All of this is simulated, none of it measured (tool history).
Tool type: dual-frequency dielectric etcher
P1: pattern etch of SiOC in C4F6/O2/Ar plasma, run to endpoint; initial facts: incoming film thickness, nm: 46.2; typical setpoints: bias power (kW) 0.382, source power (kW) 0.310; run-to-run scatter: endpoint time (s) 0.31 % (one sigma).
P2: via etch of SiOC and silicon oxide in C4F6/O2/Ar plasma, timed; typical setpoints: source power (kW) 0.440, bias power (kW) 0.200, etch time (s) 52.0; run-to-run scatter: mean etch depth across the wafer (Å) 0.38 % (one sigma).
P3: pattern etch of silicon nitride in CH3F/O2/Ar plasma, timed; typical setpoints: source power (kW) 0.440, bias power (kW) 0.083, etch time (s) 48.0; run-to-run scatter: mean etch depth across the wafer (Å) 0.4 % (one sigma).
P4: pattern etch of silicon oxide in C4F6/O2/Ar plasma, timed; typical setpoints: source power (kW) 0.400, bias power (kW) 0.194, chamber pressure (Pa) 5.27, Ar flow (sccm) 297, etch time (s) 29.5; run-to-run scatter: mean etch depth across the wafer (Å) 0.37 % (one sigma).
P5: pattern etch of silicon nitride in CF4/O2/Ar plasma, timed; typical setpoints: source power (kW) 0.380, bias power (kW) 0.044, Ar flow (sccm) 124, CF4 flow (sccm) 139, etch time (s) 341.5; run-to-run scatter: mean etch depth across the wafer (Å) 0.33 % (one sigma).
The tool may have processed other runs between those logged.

run   hour  process that ran  bias power (kW)  source power (kW)  etch time (s)  chamber pressure (Pa)  Ar flow (sccm)  CF4 flow (sccm)  hours since the last wet clean  hours since the last bias power generator calibration  hours since the last source power generator calibration  endpoint time (s)  mean etch depth across the wafer (Å)
  1    3.5                P1            0.382              0.310                                                                                                  333.4                                                 1075.8                                                   1200.3             19.852
  2    7.5                P3            0.083              0.440           66.5                                                                                   337.4                                                 1079.8                                                   1204.3                                                   518.74
  3   14.3                P4            0.125              0.400           29.5                   5.27             297                                            344.2                                                 1086.6                                                   1211.1                                                   795.66
  4   21.3                P1            0.382              0.310                                                                                                  351.2                                                 1093.6                                                   1218.1             19.862
  5   24.8                P5            0.044              0.380          341.5                                    124              172                           354.7                                                 1097.1                                                   1221.6                                                  5011.50
  6   29.4                P4            0.194              0.400           43.5                   5.27             297                                            359.3                                                 1101.7                                                   1226.2                                                  1350.90
  7   36.3                P1            0.382              0.310                                                                                                  366.2                                                 1108.6                                                   1233.1             19.920
  8   43.1                P1            0.499              0.310                                                                                                  373.0                                                 1115.4                                                   1239.9             18.000
  9   47.3                P4            0.194              0.400           29.5                   5.27             297                                            377.2                                                 1119.6                                                   1244.1                                                   915.01
 10   52.0                P1            0.382              0.180                                                                                                  381.9                                                 1124.3                                                   1248.8             24.444
 11   56.2                P4            0.194              0.400           29.5                   5.27             406                                            386.1                                                 1128.5                                                   1253.0                                                   889.28
 12   59.3                P2            0.200              0.530           52.0                                                                                   389.2                                                 1131.6                                                   1256.1                                                   663.49
 13   62.8                P1            0.280              0.310                                                                                                  392.7                                                 1135.1                                                   1259.6             22.308
 14   69.2                P4            0.194              0.540           29.5                   5.27             297                                            399.1                                                 1141.5                                                   1266.0                                                  1024.70
 15   72.3                P1            0.382              0.310                                                                                                  402.2                                                 1144.6                                                   1269.1             19.918
 16   77.4                P1            0.382              0.440                                                                                                  407.3                                                 1149.7                                                   1274.2             17.338
 17   81.6                P4            0.194              0.400           29.5                   3.33             297                                            411.5                                                 1153.9                                                   1278.4                                                   962.78
 18   87.0                P5            0.044              0.380          341.5                                    124              139                           416.9                                                 1159.3                                                   1283.8                                                  4910.00
 19   93.0                P5            0.027              0.380          341.5                                    124              139                           422.9                                                 1165.3                                                   1289.8                                                  4123.10
 20   97.1                P5            0.044              0.380          341.5                                     93              139                           427.0                                                 1169.4                                                   1293.9                                                  5049.70
 21  104.1                P1            0.382              0.310                                                                                                  434.0                                                 1176.4                                                   1300.9             19.916
 22  110.8                P2            0.200              0.440           52.0                                                                                   440.7                                                 1183.1                                                   1307.6                                                   623.60
 23  114.1                P2            0.200              0.440           30.5                                                                                   444.0                                                 1186.4                                                   1310.9                                                   362.87
 24  119.1                P5            0.044              0.480          341.5                                    124              139                           449.0                                                 1191.4                                                   1315.9                                                  6002.30
 25  125.4                P2            0.240              0.440           52.0                                                                                   455.3                                                 1197.7                                                   1322.2                                                   658.17
 26  128.6                P2            0.200              0.440           52.0                                                                                   458.5                                                 1200.9                                                   1325.4                                                   618.41
 27  133.4                P3            0.110              0.440           48.0                                                                                   463.3                                                 1205.7                                                   1330.2                                                   411.07
 28  137.7                P1            0.498              0.380                                                                                                  467.6                                                 1210.0                                                   1334.5             16.786
 29  143.9                P3            0.083              0.440           48.0                                                                                   473.8                                                 1216.2                                                   1340.7                                                   374.37
 30  148.9                P1            0.382              0.310                                                                                                  478.8                                                 1221.2                                                   1345.7             19.952
 31  155.7                P5            0.044              0.380          341.5                                    124              139                           485.6                                                 1228.0                                                   1352.5                                                  4905.80
 32  159.7                P5            0.044              0.380          188.0                                    124              139                           489.6                                                 1232.0                                                   1356.5                                                  2677.20
 33  163.5                P3            0.083              0.580           48.0                                                                                   493.4                                                 1235.8                                                   1360.3                                                   415.92
 34  169.4                P1            0.382              0.310                                                                                                  499.3                                                 1241.7                                                   1366.2             19.943
 35  173.2                P1            0.382              0.310                                                                                                  503.1                                                 1245.5                                                   1370.0             19.919
 36  177.6                P1            0.382              0.310                                                                                                  507.5                                                 1249.9                                                   1374.4             20.062
 37  184.0                P1            0.382              0.310                                                                                                  513.9                                                 1256.3                                                   1380.8             20.137
 38  189.4                P1            0.382              0.310                                                                                                  519.3                                                 1261.7                                                   1386.2             20.154
     193.9  -- wet clean of the chamber
 39  195.8                P1            0.382              0.310                                                                                                    1.9                                                 1268.1                                                   1392.6             20.212
 40  199.6                P1            0.382              0.310                                                                                                    5.7                                                 1271.9                                                   1396.4             20.121
 41  202.7                P1            0.382              0.310                                                                                                    8.8                                                 1275.0                                                   1399.5             20.299
 42  205.8                P1            0.382              0.310                                                                                                   11.9                                                 1278.1                                                   1402.6             20.296
 43  212.6                P1            0.382              0.310                                                                                                   18.7                                                 1284.9                                                   1409.4             20.190
 44  218.9                P1            0.382              0.310                                                                                                   25.0                                                 1291.2                                                   1415.7             20.342

The output of P1 has drifted from where it used to be. Each of the 2 causes below, taken at the size shown beside it, accounts for the log equally well:
A: source power that arrives under what is set, % = 4.42
B: bias power that arrives under what is set, % = 4.53
The onset of the drift is placed at about hour 169.4.
Other possible causes, and why each is ruled out:
chamber walls in a state that lowers the etch rate, %: serviced at hour 193.9, after the change had begun; the process did not return to its earlier output

Which of the 4 check runs listed below, each an average over 2 wafers with its results shown as question marks, gives clearly different results under the different listed causes?
check 1  225.2                P5            0.044              0.380          341.5                                    124              139                                                                                                                                                                                                        ?
check 2  225.2                P3            0.083              0.440           48.0                                                                                                                                                                                                                                                                ?
check 3  225.2                P2            0.200              0.440           52.0                                                                                                                                                                                                                                                                ?
check 4  225.2                P4            0.194              0.400           29.5                   5.27             297                                                                                                                                                                                                                         ?

Expected result of each check under each candidate cause:
  check                                result     if A     if B
check 1  mean etch depth across the wafer (Å)  4702.60  4810.10
check 2  mean etch depth across the wafer (Å)   366.37   366.67
check 3  mean etch depth across the wafer (Å)   608.94   610.38
check 4  mean etch depth across the wafer (Å)   900.03   902.48
Distance between the nearest two causes, measured in the result of the check that separates them most: check 1 2.26 %; check 2 0.08 %; check 3 0.24 %; check 4 0.27 %
Check 1 is the one run that separates the causes; every other check would come out nearly the same whichever cause is at work.

After running check 1, the following was obtained: mean etch depth across the wafer (Å) 4794.10. Which cause does this point to?

It was cause B: bias power that arrives under what is set, %.

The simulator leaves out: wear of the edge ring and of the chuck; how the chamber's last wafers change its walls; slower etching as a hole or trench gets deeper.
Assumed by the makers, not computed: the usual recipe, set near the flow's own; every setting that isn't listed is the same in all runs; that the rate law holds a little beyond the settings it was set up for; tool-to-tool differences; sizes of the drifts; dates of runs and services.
